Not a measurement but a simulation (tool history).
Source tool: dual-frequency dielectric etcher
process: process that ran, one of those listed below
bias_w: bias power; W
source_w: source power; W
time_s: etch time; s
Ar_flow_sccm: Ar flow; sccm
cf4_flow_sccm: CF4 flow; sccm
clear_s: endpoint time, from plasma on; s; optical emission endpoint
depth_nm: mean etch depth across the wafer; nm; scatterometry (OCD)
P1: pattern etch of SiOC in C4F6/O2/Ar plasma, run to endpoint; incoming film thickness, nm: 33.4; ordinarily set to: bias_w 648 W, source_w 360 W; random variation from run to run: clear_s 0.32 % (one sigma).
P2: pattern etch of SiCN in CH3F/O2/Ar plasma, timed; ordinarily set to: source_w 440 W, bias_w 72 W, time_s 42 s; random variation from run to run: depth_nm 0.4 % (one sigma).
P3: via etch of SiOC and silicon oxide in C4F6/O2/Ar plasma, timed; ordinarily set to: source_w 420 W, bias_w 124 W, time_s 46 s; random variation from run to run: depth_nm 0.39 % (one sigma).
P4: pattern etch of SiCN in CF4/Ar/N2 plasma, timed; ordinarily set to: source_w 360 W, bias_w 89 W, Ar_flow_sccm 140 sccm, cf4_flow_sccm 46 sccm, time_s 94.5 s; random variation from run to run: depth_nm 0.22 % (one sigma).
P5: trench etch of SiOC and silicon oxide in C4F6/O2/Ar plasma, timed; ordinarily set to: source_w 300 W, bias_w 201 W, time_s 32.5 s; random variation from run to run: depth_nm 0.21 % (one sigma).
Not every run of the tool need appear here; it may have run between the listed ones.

| run | hour | process | bias_w | source_w | time_s | Ar_flow_sccm | cf4_flow_sccm | hours since the last wet clean | hours since the last bias power generator calibration | hours since the last source power generator calibration | clear_s | depth_nm |
|---|---|---|---|---|---|---|---|---|---|---|---|---|
| 1 | 5.8 | P1 | 648 | 360 |  |  |  | 131.4 | 3446.6 | 309.2 | 10.596 |  |
| 2 | 12.8 | P5 | 201 | 200 | 32.5 |  |  | 138.4 | 3453.6 | 316.2 |  | 49.112 |
| 3 | 17.4 | P1 | 648 | 360 |  |  |  | 143 | 3458.2 | 320.8 | 10.611 |  |
| 4 | 20.6 | P5 | 131 | 300 | 32.5 |  |  | 146.2 | 3461.4 | 324 |  | 50.311 |
| 5 | 24.5 | P2 | 72 | 440 | 27.5 |  |  | 150.1 | 3465.3 | 327.9 |  | 10.701 |
| 6 | 30 | P1 | 648 | 360 |  |  |  | 155.6 | 3470.8 | 333.4 | 10.615 |  |
| 7 | 35 | P1 | 479 | 360 |  |  |  | 160.6 | 3475.8 | 338.4 | 11.97 |  |
| 8 | 42.2 | P4 | 89 | 360 | 55 | 140 | 46 | 167.8 | 3483 | 345.6 |  | 38.612 |
| 9 | 45.4 | P5 | 201 | 300 | 19 |  |  | 171 | 3486.2 | 348.8 |  | 33.793 |
|  | 47.6 | bias power generator calibrated |
| 10 | 49.2 | P3 | 124 | 420 | 46 |  |  | 174.8 | 1.7 | 352.6 |  | 48.522 |
| 11 | 54.9 | P4 | 89 | 220 | 94.5 | 140 | 46 | 180.5 | 7.4 | 358.3 |  | 43.538 |
| 12 | 58.1 | P3 | 124 | 520 | 46 |  |  | 183.7 | 10.6 | 361.5 |  | 52.504 |
| 13 | 65.4 | P2 | 72 | 440 | 42 |  |  | 191 | 17.9 | 368.8 |  | 16.574 |
| 14 | 71 | P1 | 648 | 430 |  |  |  | 196.6 | 23.5 | 374.4 | 9.9022 |  |
| 15 | 74.6 | P2 | 72 | 330 | 42 |  |  | 200.2 | 27.1 | 378 |  | 14.739 |
| 16 | 80.2 | P1 | 527 | 220 |  |  |  | 205.8 | 32.7 | 383.6 | 13.771 |  |
| 17 | 85.3 | P2 | 96 | 440 | 42 |  |  | 210.9 | 37.8 | 388.7 |  | 18.247 |
| 18 | 88.9 | P5 | 201 | 300 | 32.5 |  |  | 214.5 | 41.4 | 392.3 |  | 57.576 |
| 19 | 93.8 | P1 | 882 | 360 |  |  |  | 219.4 | 46.3 | 397.2 | 9.3982 |  |
| 20 | 98.6 | P1 | 648 | 270 |  |  |  | 224.2 | 51.1 | 402 | 11.744 |  |
| 21 | 103.3 | P4 | 57 | 360 | 94.5 | 140 | 46 | 228.9 | 55.8 | 406.7 |  | 55.6 |
| 22 | 110.1 | P1 | 648 | 360 |  |  |  | 235.7 | 62.6 | 413.5 | 10.642 |  |
| 23 | 114 | P3 | 154 | 420 | 46 |  |  | 239.6 | 66.5 | 417.4 |  | 51.671 |
| 24 | 120.3 | P3 | 124 | 420 | 69 |  |  | 245.9 | 72.8 | 423.7 |  | 72.912 |
| 25 | 123.9 | P4 | 89 | 360 | 94.5 | 190 | 46 | 249.5 | 76.4 | 427.3 |  | 63.27 |
| 26 | 129.8 | P4 | 89 | 360 | 94.5 | 140 | 30 | 255.4 | 82.3 | 433.2 |  | 62.169 |
| 27 | 136.5 | P4 | 89 | 360 | 94.5 | 140 | 46 | 262.1 | 89 | 439.9 |  | 66.227 |
| 28 | 143.6 | P1 | 648 | 360 |  |  |  | 269.2 | 96.1 | 447 | 10.635 |  |
| 29 | 150.6 | P1 | 648 | 360 |  |  |  | 276.2 | 103.1 | 454 | 10.652 |  |
| 30 | 155.5 | P1 | 648 | 360 |  |  |  | 281.1 | 108 | 458.9 | 10.688 |  |
| 31 | 162.5 | P1 | 648 | 360 |  |  |  | 288.1 | 115 | 465.9 | 10.706 |  |
| 32 | 169.1 | P1 | 648 | 360 |  |  |  | 294.7 | 121.6 | 472.5 | 10.749 |  |

Run 33 comes next. What will it give?
|  | 172.9 | wet clean of the chamber |
| 33 | 175.9 | P1 | 648 | 360 |  |  |  | 3.1 | 128.4 | 479.3 | ? |  |

clear_s: 10.812 s
